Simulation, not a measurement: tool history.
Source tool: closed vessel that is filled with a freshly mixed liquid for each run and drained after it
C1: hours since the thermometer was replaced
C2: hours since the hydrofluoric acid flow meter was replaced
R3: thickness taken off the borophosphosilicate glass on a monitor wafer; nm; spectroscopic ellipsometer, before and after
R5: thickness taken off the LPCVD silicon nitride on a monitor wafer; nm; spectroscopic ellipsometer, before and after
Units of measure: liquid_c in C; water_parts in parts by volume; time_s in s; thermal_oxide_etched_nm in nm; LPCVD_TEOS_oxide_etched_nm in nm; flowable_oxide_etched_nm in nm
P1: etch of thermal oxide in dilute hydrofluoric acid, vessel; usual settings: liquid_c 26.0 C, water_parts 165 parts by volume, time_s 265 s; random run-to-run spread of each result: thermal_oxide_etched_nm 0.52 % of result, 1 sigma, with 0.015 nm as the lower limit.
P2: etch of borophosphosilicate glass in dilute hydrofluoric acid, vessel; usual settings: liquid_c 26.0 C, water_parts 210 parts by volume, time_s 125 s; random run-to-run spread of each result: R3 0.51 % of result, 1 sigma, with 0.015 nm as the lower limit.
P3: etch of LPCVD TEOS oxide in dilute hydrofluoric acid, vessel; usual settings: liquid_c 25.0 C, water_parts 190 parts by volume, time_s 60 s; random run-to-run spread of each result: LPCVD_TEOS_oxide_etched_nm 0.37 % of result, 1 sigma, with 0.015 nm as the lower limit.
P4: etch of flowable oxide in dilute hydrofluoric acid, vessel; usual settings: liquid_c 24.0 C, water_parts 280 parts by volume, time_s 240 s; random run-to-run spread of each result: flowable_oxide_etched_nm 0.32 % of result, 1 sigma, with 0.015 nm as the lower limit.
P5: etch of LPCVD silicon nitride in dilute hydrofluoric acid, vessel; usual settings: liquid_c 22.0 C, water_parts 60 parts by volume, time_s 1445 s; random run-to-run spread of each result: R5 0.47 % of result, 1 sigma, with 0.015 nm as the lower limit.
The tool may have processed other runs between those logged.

{"run": 1, "hour": 13.9, "process": "P1", "liquid_c": 26.0, "water_parts": 165, "time_s": 265, "C1": 504.8, "C2": 104.7, "thermal_oxide_etched_nm": 7.4944}
{"run": 2, "hour": 26.6, "process": "P3", "liquid_c": 17.0, "water_parts": 190, "time_s": 60, "C1": 517.5, "C2": 117.4, "LPCVD_TEOS_oxide_etched_nm": 6.7721}
{"run": 3, "hour": 39.0, "process": "P2", "liquid_c": 33.0, "water_parts": 210, "time_s": 125, "C1": 529.9, "C2": 129.8, "R3": 31.785}
{"run": 4, "hour": 48.3, "process": "P1", "liquid_c": 26.0, "water_parts": 165, "time_s": 265, "C1": 539.2, "C2": 139.1, "thermal_oxide_etched_nm": 7.4819}
{"run": 5, "hour": 55.4, "process": "P1", "liquid_c": 26.0, "water_parts": 165, "time_s": 105, "C1": 546.3, "C2": 146.2, "thermal_oxide_etched_nm": 2.9807}
{"run": 6, "hour": 64.0, "process": "P4", "liquid_c": 24.0, "water_parts": 280, "time_s": 30, "C1": 554.9, "C2": 154.8, "flowable_oxide_etched_nm": 3.6963}
{"run": 7, "hour": 74.7, "process": "P4", "liquid_c": 32.0, "water_parts": 280, "time_s": 240, "C1": 565.6, "C2": 165.5, "flowable_oxide_etched_nm": 38.459}
{"run": 8, "hour": 88.5, "process": "P1", "liquid_c": 26.0, "water_parts": 75, "time_s": 265, "C1": 579.4, "C2": 179.3, "thermal_oxide_etched_nm": 18.471}
{"run": 9, "hour": 100.8, "process": "P3", "liquid_c": 25.0, "water_parts": 190, "time_s": 60, "C1": 591.7, "C2": 191.6, "LPCVD_TEOS_oxide_etched_nm": 9.2021}
{"run": 10, "hour": 112.0, "process": "P1", "liquid_c": 19.0, "water_parts": 165, "time_s": 265, "C1": 602.9, "C2": 202.8, "thermal_oxide_etched_nm": 5.7358}
{"run": 11, "hour": 119.3, "process": "P1", "liquid_c": 26.0, "water_parts": 165, "time_s": 265, "C1": 610.2, "C2": 210.1, "thermal_oxide_etched_nm": 7.5128}
{"run": 12, "hour": 132.9, "process": "P3", "liquid_c": 25.0, "water_parts": 65, "time_s": 60, "C1": 623.8, "C2": 223.7, "LPCVD_TEOS_oxide_etched_nm": 31.244}
{"run": 13, "hour": 143.7, "process": "P5", "liquid_c": 26.5, "water_parts": 60, "time_s": 1445, "C1": 634.6, "C2": 234.5, "R5": 13.086}
{"run": 14, "hour": 153.0, "process": "P5", "liquid_c": 22.0, "water_parts": 60, "time_s": 1445, "C1": 643.9, "C2": 243.8, "R5": 9.7734}
{"run": 15, "hour": 160.1, "process": "P1", "liquid_c": 26.0, "water_parts": 225, "time_s": 265, "C1": 651.0, "C2": 250.9, "thermal_oxide_etched_nm": 5.1679}
{"run": 16, "hour": 168.6, "process": "P5", "liquid_c": 22.0, "water_parts": 60, "time_s": 1445, "C1": 659.5, "C2": 259.4, "R5": 9.7196}
{"run": 17, "hour": 182.2, "process": "P1", "liquid_c": 26.0, "water_parts": 165, "time_s": 265, "C1": 673.1, "C2": 273.0, "thermal_oxide_etched_nm": 7.5677}
{"run": 18, "hour": 192.4, "process": "P1", "liquid_c": 33.0, "water_parts": 165, "time_s": 265, "C1": 683.3, "C2": 283.2, "thermal_oxide_etched_nm": 9.5922}
{"run": 19, "hour": 206.2, "process": "P4", "liquid_c": 24.0, "water_parts": 55, "time_s": 240, "C1": 697.1, "C2": 297.0, "flowable_oxide_etched_nm": 193.64}
{"run": 20, "hour": 212.8, "process": "P4", "liquid_c": 24.0, "water_parts": 280, "time_s": 240, "C1": 703.7, "C2": 303.6, "flowable_oxide_etched_nm": 29.47}
{"run": 21, "hour": 224.7, "process": "P5", "liquid_c": 22.0, "water_parts": 20, "time_s": 1445, "C1": 715.6, "C2": 315.5, "R5": 28.291}
{"run": 22, "hour": 234.4, "process": "P5", "liquid_c": 22.0, "water_parts": 60, "time_s": 265, "C1": 725.3, "C2": 325.2, "R5": 1.7872}
{"run": 23, "hour": 245.0, "process": "P2", "liquid_c": 26.0, "water_parts": 210, "time_s": 125, "C1": 735.9, "C2": 335.8, "R3": 25.312}
{"run": 24, "hour": 257.7, "process": "P1", "liquid_c": 26.0, "water_parts": 275, "time_s": 90, "C1": 748.6, "C2": 348.5, "thermal_oxide_etched_nm": 1.3437}

Forecast run 25:
{"run": 25, "hour": 269.3, "process": "P1", "liquid_c": 26.0, "water_parts": 70, "time_s": 510, "C1": 760.2, "C2": 360.1, "thermal_oxide_etched_nm": "?"}

Run 25 gave thermal_oxide_etched_nm 38.3550 nm.
